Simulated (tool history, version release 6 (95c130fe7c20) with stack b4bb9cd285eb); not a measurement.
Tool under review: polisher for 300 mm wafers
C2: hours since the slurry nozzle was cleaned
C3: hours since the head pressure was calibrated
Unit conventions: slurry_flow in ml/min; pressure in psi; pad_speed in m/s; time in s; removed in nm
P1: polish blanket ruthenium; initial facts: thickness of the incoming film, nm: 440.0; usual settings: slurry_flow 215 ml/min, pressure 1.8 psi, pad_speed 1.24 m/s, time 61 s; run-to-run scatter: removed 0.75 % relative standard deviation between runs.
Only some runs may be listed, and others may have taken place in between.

Run 1, day 0.154: slurry_flow 215 ml/min, pressure 1.8 psi, pad_speed 1.24 m/s, time 61 s; wafers polished on this pad 695; C2 108.3; C3 491.0. Result: removed 63.879 nm.
Run 2, day 0.371: slurry_flow 300 ml/min, pressure 1.8 psi, pad_speed 1.24 m/s, time 61 s; wafers polished on this pad 749; C2 113.5; C3 496.2. Result: removed 66.098 nm.
Run 3, day 0.575: slurry_flow 215 ml/min, pressure 1.8 psi, pad_speed 1.24 m/s, time 61 s; wafers polished on this pad 800; C2 118.4; C3 501.1. Result: removed 64.646 nm.
Run 4, day 0.700: slurry_flow 215 ml/min, pressure 1.8 psi, pad_speed 1.24 m/s, time 28 s; wafers polished on this pad 831; C2 121.4; C3 504.1. Result: removed 29.392 nm.
Run 5, day 0.862: slurry_flow 215 ml/min, pressure 1.8 psi, pad_speed 1.24 m/s, time 61 s; wafers polished on this pad 872; C2 125.3; C3 508.0. Result: removed 63.604 nm.
Run 6, day 0.979: slurry_flow 215 ml/min, pressure 1.8 psi, pad_speed 1.24 m/s, time 61 s; wafers polished on this pad 901; C2 128.1; C3 510.8. Result: removed 63.143 nm.
Run 7, day 1.146: slurry_flow 215 ml/min, pressure 0.9 psi, pad_speed 1.24 m/s, time 61 s; wafers polished on this pad 943; C2 132.1; C3 514.8. Result: removed 31.644 nm.
Run 8, day 1.288: slurry_flow 215 ml/min, pressure 1.8 psi, pad_speed 1.24 m/s, time 61 s; wafers polished on this pad 978; C2 135.5; C3 518.2. Result: removed 64.204 nm.
Run 9, day 1.508: slurry_flow 215 ml/min, pressure 1.8 psi, pad_speed 0.58 m/s, time 61 s; wafers polished on this pad 1033; C2 140.8; C3 523.5. Result: removed 30.223 nm.
Run 10, day 1.708: slurry_flow 215 ml/min, pressure 2.7 psi, pad_speed 1.24 m/s, time 61 s; wafers polished on this pad 1083; C2 145.6; C3 528.3. Result: removed 96.242 nm.
Run 11, day 1.833: slurry_flow 215 ml/min, pressure 1.8 psi, pad_speed 1.90 m/s, time 61 s; wafers polished on this pad 1115; C2 148.6; C3 531.3. Result: removed 97.993 nm.
Run 12, day 2.008: slurry_flow 215 ml/min, pressure 1.8 psi, pad_speed 1.78 m/s, time 85 s; wafers polished on this pad 1159; C2 152.8; C3 535.5. Result: removed 129.840 nm.
Run 13, day 2.167: slurry_flow 215 ml/min, pressure 1.8 psi, pad_speed 1.24 m/s, time 61 s; wafers polished on this pad 1198; C2 156.6; C3 539.3. Result: removed 63.901 nm.
Run 14, day 2.321: slurry_flow 130 ml/min, pressure 1.8 psi, pad_speed 1.24 m/s, time 61 s; wafers polished on this pad 1237; C2 160.3; C3 543.0. Result: removed 59.416 nm.
Run 15, day 2.492: slurry_flow 215 ml/min, pressure 1.8 psi, pad_speed 1.24 m/s, time 61 s; wafers polished on this pad 1279; C2 164.4; C3 547.1. Result: removed 64.009 nm.
Run 16, day 2.683: slurry_flow 215 ml/min, pressure 1.8 psi, pad_speed 1.24 m/s, time 86 s; wafers polished on this pad 1327; C2 169.0; C3 551.7. Result: removed 89.546 nm.
Run 17, day 2.896: slurry_flow 215 ml/min, pressure 1.8 psi, pad_speed 1.24 m/s, time 61 s; wafers polished on this pad 1381; C2 174.1; C3 556.8. Result: removed 62.756 nm.
Run 18, day 3.008: slurry_flow 215 ml/min, pressure 1.8 psi, pad_speed 1.24 m/s, time 61 s; wafers polished on this pad 1409; C2 176.8; C3 559.5. Result: removed 62.528 nm.
Run 19, day 3.167: slurry_flow 215 ml/min, pressure 1.8 psi, pad_speed 1.24 m/s, time 61 s; wafers polished on this pad 1448; C2 180.6; C3 563.3. Result: removed 60.933 nm.
Run 20, day 3.308: slurry_flow 215 ml/min, pressure 1.8 psi, pad_speed 1.24 m/s, time 61 s; wafers polished on this pad 1484; C2 184.0; C3 566.7. Result: removed 61.151 nm.
Run 21, day 3.462: slurry_flow 215 ml/min, pressure 1.8 psi, pad_speed 1.24 m/s, time 61 s; wafers polished on this pad 1522; C2 187.7; C3 570.4. Result: removed 60.087 nm.
At day 3.567: head pressure recalibrated.
Run 22, day 3.683: slurry_flow 215 ml/min, pressure 1.8 psi, pad_speed 1.24 m/s, time 61 s; wafers polished on this pad 1578; C2 193.0; C3 2.9. Result: removed 60.273 nm.
Run 23, day 3.804: slurry_flow 215 ml/min, pressure 1.8 psi, pad_speed 1.24 m/s, time 61 s; wafers polished on this pad 1608; C2 195.9; C3 5.8. Result: removed 60.525 nm.
Run 24, day 3.962: slurry_flow 215 ml/min, pressure 1.8 psi, pad_speed 1.24 m/s, time 61 s; wafers polished on this pad 1648; C2 199.7; C3 9.6. Result: removed 60.151 nm.
Run 25, day 4.142: slurry_flow 215 ml/min, pressure 1.8 psi, pad_speed 1.24 m/s, time 61 s; wafers polished on this pad 1692; C2 204.0; C3 13.9. Result: removed 59.715 nm.

P1 no longer gives what it gave before; its output has crept away from where it was. The following 2 causes, each at its listed size, fit the log equally well:
A: slurry flow missing at the pad, % = 33.5
B: removal rate lost through wear of the pad, % = 5.94
At approximately day 2.896, the process output began to creep.
Other possible causes, and why each is ruled out:
head's pressure below its setpoint, %: serviced at day 3.567, after the change had begun; the process did not return to its earlier output

You are offered 4 check runs, listed below with question marks in place of their results; each one averages 3 wafers. Which run separates the listed causes by giving clearly different results for each?
Run check 1, day 4.321: slurry_flow 215 ml/min, pressure 1.0 psi, pad_speed 1.24 m/s, time 36 s. Result: removed ?.
Run check 2, day 4.321: slurry_flow 215 ml/min, pressure 1.0 psi, pad_speed 1.86 m/s, time 61 s. Result: removed ?.
Run check 3, day 4.321: slurry_flow 130 ml/min, pressure 1.8 psi, pad_speed 1.24 m/s, time 34 s. Result: removed ?.
Run check 4, day 4.321: slurry_flow 215 ml/min, pressure 2.6 psi, pad_speed 1.24 m/s, time 37 s. Result: removed ?.

Predicted outcomes, by check and by cause:
  check   result    if A    if B
check 1  removed  19.618  19.619
check 2  removed  49.862  49.865
check 3  removed  29.729  30.811
check 4  removed  52.423  52.427
Distance between the nearest two causes, measured in the result of the check that separates them most: check 1 0.01 %; check 2 0.01 %; check 3 3.58 %; check 4 0.01 %
Only check 3 tells the causes apart: in the others they would give nearly the same result.

With check 3 done, the readings were: removed 30.773 nm. Identify which of the listed causes applies.

Of the candidate causes, it is B: removal rate lost through wear of the pad, %.

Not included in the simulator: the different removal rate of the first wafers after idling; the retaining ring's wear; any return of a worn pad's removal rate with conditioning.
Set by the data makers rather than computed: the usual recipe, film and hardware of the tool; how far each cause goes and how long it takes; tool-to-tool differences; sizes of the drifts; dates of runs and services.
